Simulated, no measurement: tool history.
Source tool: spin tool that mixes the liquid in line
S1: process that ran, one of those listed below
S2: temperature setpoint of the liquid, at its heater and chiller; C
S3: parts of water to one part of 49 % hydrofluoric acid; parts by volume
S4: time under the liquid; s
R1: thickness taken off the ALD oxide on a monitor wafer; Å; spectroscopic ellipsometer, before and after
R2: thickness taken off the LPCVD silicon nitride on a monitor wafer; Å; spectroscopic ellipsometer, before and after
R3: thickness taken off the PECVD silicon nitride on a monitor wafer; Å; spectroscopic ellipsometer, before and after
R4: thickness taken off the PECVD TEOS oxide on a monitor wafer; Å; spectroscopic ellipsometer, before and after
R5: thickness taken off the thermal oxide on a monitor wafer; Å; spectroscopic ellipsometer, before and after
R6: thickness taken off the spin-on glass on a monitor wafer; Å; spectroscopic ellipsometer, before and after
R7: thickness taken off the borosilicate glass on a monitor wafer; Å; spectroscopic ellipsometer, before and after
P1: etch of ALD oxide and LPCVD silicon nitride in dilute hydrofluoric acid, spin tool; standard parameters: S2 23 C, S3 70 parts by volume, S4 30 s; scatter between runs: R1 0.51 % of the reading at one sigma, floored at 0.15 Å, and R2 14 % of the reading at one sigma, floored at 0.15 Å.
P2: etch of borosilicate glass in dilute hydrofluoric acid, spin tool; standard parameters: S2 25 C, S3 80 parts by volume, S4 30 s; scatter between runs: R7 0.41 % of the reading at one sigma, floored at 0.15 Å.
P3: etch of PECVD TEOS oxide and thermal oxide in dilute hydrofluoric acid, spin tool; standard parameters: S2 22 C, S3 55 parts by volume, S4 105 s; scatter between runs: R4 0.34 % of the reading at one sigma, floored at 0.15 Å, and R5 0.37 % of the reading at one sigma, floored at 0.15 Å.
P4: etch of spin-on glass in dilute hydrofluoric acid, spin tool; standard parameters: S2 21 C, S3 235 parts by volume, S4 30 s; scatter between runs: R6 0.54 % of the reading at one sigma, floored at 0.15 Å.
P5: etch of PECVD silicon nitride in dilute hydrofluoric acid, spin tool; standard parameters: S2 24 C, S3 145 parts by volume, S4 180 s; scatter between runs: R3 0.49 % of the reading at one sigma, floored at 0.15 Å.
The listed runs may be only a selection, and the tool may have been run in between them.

Run 1, day 0.45: S1 P1, S2 23 C, S3 70 parts by volume, S4 30 s. Result: R1 97.282 Å, R2 1.9918 Å.
Run 2, day 1.254: S1 P5, S2 24 C, S3 145 parts by volume, S4 180 s. Result: R3 42.151 Å.
Run 3, day 1.95: S1 P1, S2 23 C, S3 100 parts by volume, S4 30 s. Result: R1 66.28 Å, R2 1.3239 Å.
Run 4, day 2.367: S1 P1, S2 18.5 C, S3 45 parts by volume, S4 30 s. Result: R1 130.29 Å, R2 2.1785 Å.
Run 5, day 2.867: S1 P1, S2 17 C, S3 70 parts by volume, S4 55 s. Result: R1 140.54 Å, R2 2.0172 Å.
Run 6, day 3.621: S1 P1, S2 23 C, S3 70 parts by volume, S4 15 s. Result: R1 48.676 Å, R2 0.70082 Å.
Run 7, day 4.262: S1 P5, S2 24 C, S3 145 parts by volume, S4 60 s. Result: R3 14.163 Å.
Run 8, day 4.942: S1 P3, S2 22 C, S3 100 parts by volume, S4 105 s. Result: R4 140.27 Å, R5 43.129 Å.
Run 9, day 5.629: S1 P4, S2 17 C, S3 235 parts by volume, S4 30 s. Result: R6 43.05 Å.
Run 10, day 6.367: S1 P5, S2 24 C, S3 260 parts by volume, S4 180 s. Result: R3 23.725 Å.
Run 11, day 6.821: S1 P3, S2 22 C, S3 55 parts by volume, S4 105 s. Result: R4 268.72 Å, R5 82.652 Å.
Run 12, day 7.442: S1 P1, S2 23 C, S3 70 parts by volume, S4 60 s. Result: R1 196.3 Å, R2 3.9252 Å.
Run 13, day 8.154: S1 P2, S2 31 C, S3 80 parts by volume, S4 30 s. Result: R7 154.13 Å.
Run 14, day 8.667: S1 P1, S2 23 C, S3 70 parts by volume, S4 30 s. Result: R1 98.062 Å, R2 1.8118 Å.
Run 15, day 9.208: S1 P4, S2 21 C, S3 35 parts by volume, S4 30 s. Result: R6 414.84 Å.
Run 16, day 9.942: S1 P1, S2 23 C, S3 35 parts by volume, S4 30 s. Result: R1 202.28 Å, R2 3.4469 Å.
Run 17, day 10.458: S1 P2, S2 25 C, S3 40 parts by volume, S4 30 s. Result: R7 258.11 Å.
Run 18, day 11.188: S1 P3, S2 22 C, S3 55 parts by volume, S4 155 s. Result: R4 396.56 Å, R5 122.32 Å.
Run 19, day 11.604: S1 P2, S2 25 C, S3 80 parts by volume, S4 30 s. Result: R7 123.15 Å.
Run 20, day 12.054: S1 P1, S2 31 C, S3 70 parts by volume, S4 30 s. Result: R1 134.18 Å, R2 3.308 Å.
Run 21, day 12.729: S1 P3, S2 29.5 C, S3 55 parts by volume, S4 105 s. Result: R4 364.46 Å, R5 112.1 Å.
Run 22, day 13.5: S1 P5, S2 29.5 C, S3 145 parts by volume, S4 180 s. Result: R3 60.161 Å.
Run 23, day 14.183: S1 P1, S2 23 C, S3 70 parts by volume, S4 30 s. Result: R1 97.892 Å, R2 1.7043 Å.
Run 24, day 14.858: S1 P1, S2 18.5 C, S3 70 parts by volume, S4 30 s. Result: R1 80.98 Å, R2 1.1082 Å.
Run 25, day 15.208: S1 P4, S2 21 C, S3 235 parts by volume, S4 30 s. Result: R6 49.825 Å.
Run 26, day 15.738: S1 P1, S2 23 C, S3 70 parts by volume, S4 30 s. Result: R1 97.51 Å, R2 2.2551 Å.
Run 27, day 16.288: S1 P1, S2 23 C, S3 115 parts by volume, S4 15 s. Result: R1 28.359 Å, R2 0.63088 Å.
Run 28, day 16.75: S1 P2, S2 25 C, S3 80 parts by volume, S4 15 s. Result: R7 60.766 Å.
Run 29, day 17.258: S1 P1, S2 23 C, S3 70 parts by volume, S4 30 s. Result: R1 97.784 Å, R2 1.9662 Å.
Run 30, day 18.038: S1 P4, S2 21 C, S3 235 parts by volume, S4 55 s. Result: R6 91.066 Å.
Run 31, day 18.658: S1 P1, S2 23 C, S3 70 parts by volume, S4 30 s. Result: R1 98.673 Å, R2 1.9313 Å.
Run 32, day 19.346: S1 P1, S2 23 C, S3 70 parts by volume, S4 30 s. Result: R1 98.045 Å, R2 2.0121 Å.
Run 33, day 19.792: S1 P1, S2 23 C, S3 70 parts by volume, S4 30 s. Result: R1 96.41 Å, R2 2.0916 Å.
Run 34, day 20.575: S1 P1, S2 23 C, S3 70 parts by volume, S4 30 s. Result: R1 94.471 Å, R2 1.6109 Å.
Run 35, day 21.158: S1 P1, S2 23 C, S3 70 parts by volume, S4 30 s. Result: R1 93.124 Å, R2 1.5565 Å.
Run 36, day 21.733: S1 P1, S2 23 C, S3 70 parts by volume, S4 30 s. Result: R1 92.513 Å, R2 1.2865 Å.

Run 37 is up next; what results do you expect?
Run 37, day 22.321: S1 P1, S2 23 C, S3 70 parts by volume, S4 30 s. Result: R1 ?, R2 ?.

{"run 37": {"R1": 92.171, "R2": 1.8602}}
